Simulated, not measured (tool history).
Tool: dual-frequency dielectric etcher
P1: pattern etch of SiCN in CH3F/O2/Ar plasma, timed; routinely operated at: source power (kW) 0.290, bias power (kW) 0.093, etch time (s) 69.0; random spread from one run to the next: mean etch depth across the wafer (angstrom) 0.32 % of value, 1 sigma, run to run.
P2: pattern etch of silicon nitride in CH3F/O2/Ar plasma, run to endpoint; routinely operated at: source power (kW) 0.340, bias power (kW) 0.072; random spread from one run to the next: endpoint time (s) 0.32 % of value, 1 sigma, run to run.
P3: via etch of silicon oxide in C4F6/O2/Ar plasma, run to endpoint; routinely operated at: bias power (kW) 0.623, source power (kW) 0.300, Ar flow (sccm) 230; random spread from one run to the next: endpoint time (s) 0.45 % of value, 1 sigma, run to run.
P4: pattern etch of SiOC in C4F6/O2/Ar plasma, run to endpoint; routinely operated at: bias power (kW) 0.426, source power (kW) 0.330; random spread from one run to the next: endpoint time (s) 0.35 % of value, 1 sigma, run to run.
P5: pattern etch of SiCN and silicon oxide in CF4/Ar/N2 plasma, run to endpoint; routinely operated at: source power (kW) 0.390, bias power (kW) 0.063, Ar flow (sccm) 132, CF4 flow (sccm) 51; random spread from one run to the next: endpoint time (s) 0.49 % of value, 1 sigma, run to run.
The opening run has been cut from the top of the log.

run,hour,process that ran,source power (kW),bias power (kW),etch time (s),Ar flow (sccm),CF4 flow (sccm),hours since the last wet clean,hours since the last source power generator calibration,hours since the last bias power generator calibration,mean etch depth across the wafer (angstrom),endpoint time (s)
2,23.2,P5,0.500,0.063,,132,51,125.4,635.5,2268.7,,17.0360
3,39.0,P1,0.290,0.093,84.5,,,141.2,651.3,2284.5,303.53,
4,48.6,P3,0.170,0.623,,230,,150.8,660.9,2294.1,,32.0990
5,66.1,P1,0.290,0.131,69.0,,,168.3,678.4,2311.6,281.74,
6,80.6,P4,0.330,0.542,,,,182.8,692.9,2326.1,,9.1003
7,90.7,P5,0.390,0.063,,132,62,192.9,703.0,2336.2,,20.6530
8,105.9,P1,0.290,0.093,69.0,,,208.1,718.2,2351.4,249.43,
9,118.3,P2,0.340,0.072,,,,220.5,730.6,2363.8,,35.4670
10,130.1,P2,0.470,0.072,,,,232.3,742.4,2375.6,,31.1300
11,144.7,P1,0.380,0.093,69.0,,,246.9,757.0,2390.2,274.78,
12,158.7,P1,0.230,0.093,69.0,,,260.9,771.0,2404.2,228.34,
13,172.3,P1,0.290,0.093,69.0,,,274.5,784.6,2417.8,247.79,
14,190.2,P1,0.340,0.093,94.0,,,292.4,802.5,2435.7,356.87,
# hour 197.9: bias power generator calibrated
15,203.2,P1,0.290,0.093,53.5,,,305.4,815.5,5.4,192.50,
16,212.1,P3,0.300,0.765,,230,,314.3,824.4,14.3,,24.0880
17,225.8,P5,0.390,0.063,,132,51,328.0,838.1,28.0,,21.2480
18,236.8,P4,0.330,0.426,,,,339.0,849.1,39.0,,10.0250
19,254.3,P5,0.390,0.063,,184,51,356.5,866.6,56.5,,22.4660
20,264.2,P1,0.290,0.093,69.0,,,366.4,876.5,66.4,249.10,

Predict the results of run 21:
21,276.2,P3,0.300,0.623,,167,,378.4,888.5,78.4,,?

For run 21 the tool returned endpoint time (s) 25.1370.

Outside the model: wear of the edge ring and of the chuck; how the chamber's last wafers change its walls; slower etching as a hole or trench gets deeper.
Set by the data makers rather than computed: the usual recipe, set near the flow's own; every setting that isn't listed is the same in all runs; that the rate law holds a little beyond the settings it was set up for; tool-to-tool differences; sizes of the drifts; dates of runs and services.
